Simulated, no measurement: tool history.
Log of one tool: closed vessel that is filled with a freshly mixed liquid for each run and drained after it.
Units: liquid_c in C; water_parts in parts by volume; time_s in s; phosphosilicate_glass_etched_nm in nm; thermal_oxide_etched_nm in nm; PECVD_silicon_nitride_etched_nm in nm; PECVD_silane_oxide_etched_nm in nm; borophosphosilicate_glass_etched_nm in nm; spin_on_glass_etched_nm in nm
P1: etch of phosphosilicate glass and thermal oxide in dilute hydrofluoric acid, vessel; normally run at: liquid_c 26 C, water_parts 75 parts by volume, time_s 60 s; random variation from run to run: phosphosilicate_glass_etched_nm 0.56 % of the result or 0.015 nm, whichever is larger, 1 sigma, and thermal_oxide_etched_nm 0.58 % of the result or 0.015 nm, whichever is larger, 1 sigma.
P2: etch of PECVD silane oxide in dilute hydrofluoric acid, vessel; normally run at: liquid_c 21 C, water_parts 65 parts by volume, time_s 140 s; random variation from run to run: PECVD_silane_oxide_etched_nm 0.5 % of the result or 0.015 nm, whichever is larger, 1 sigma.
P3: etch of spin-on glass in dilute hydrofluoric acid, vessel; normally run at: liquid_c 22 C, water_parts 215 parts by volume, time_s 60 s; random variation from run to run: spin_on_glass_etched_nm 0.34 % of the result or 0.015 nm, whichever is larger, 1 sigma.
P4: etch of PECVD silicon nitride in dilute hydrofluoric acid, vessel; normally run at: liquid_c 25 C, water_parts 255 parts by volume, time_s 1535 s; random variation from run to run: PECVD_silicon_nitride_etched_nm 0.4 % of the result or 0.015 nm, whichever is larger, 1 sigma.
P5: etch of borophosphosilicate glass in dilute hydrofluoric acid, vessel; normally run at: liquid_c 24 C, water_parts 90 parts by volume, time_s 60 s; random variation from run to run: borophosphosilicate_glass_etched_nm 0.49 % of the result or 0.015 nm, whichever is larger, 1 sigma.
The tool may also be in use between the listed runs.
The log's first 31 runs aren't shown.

run	hour	process	liquid_c	water_parts	time_s	hours since the thermometer was replaced	hours since the hydrofluoric acid flow meter was replaced	phosphosilicate_glass_etched_nm	thermal_oxide_etched_nm	PECVD_silicon_nitride_etched_nm	PECVD_silane_oxide_etched_nm	borophosphosilicate_glass_etched_nm	spin_on_glass_etched_nm
32	240.1	P1	26	75	60	753.3	1238.5	80.862	3.9347				
33	247.9	P1	26	75	60	761.1	1246.3	79.428	3.8299				
34	257.3	P1	26	75	60	770.5	1255.7	77.103	3.7712				
35	262.7	P1	26	75	60	775.9	1261.1	76.879	3.7323				
36	268.4	P1	26	75	60	781.6	1266.8	77.388	3.735				
37	278.5	P1	26	75	60	791.7	1276.9	76.117	3.7356				
38	284	P1	26	75	60	797.2	1282.4	77.049	3.6705				
39	292.3	P1	26	75	60	805.5	1290.7	75.763	3.7199				
40	297.1	P1	26	75	60	810.3	1295.5	75.228	3.692				
41	306.1	P1	26	75	60	819.3	1304.5	76.093	3.695				

Run 42 comes next. What will it give?
42	316.1	P1	26	75	60	829.3	1314.5	?	?				

{"run 42": {"phosphosilicate_glass_etched_nm": 76.591, "thermal_oxide_etched_nm": 3.6645}}
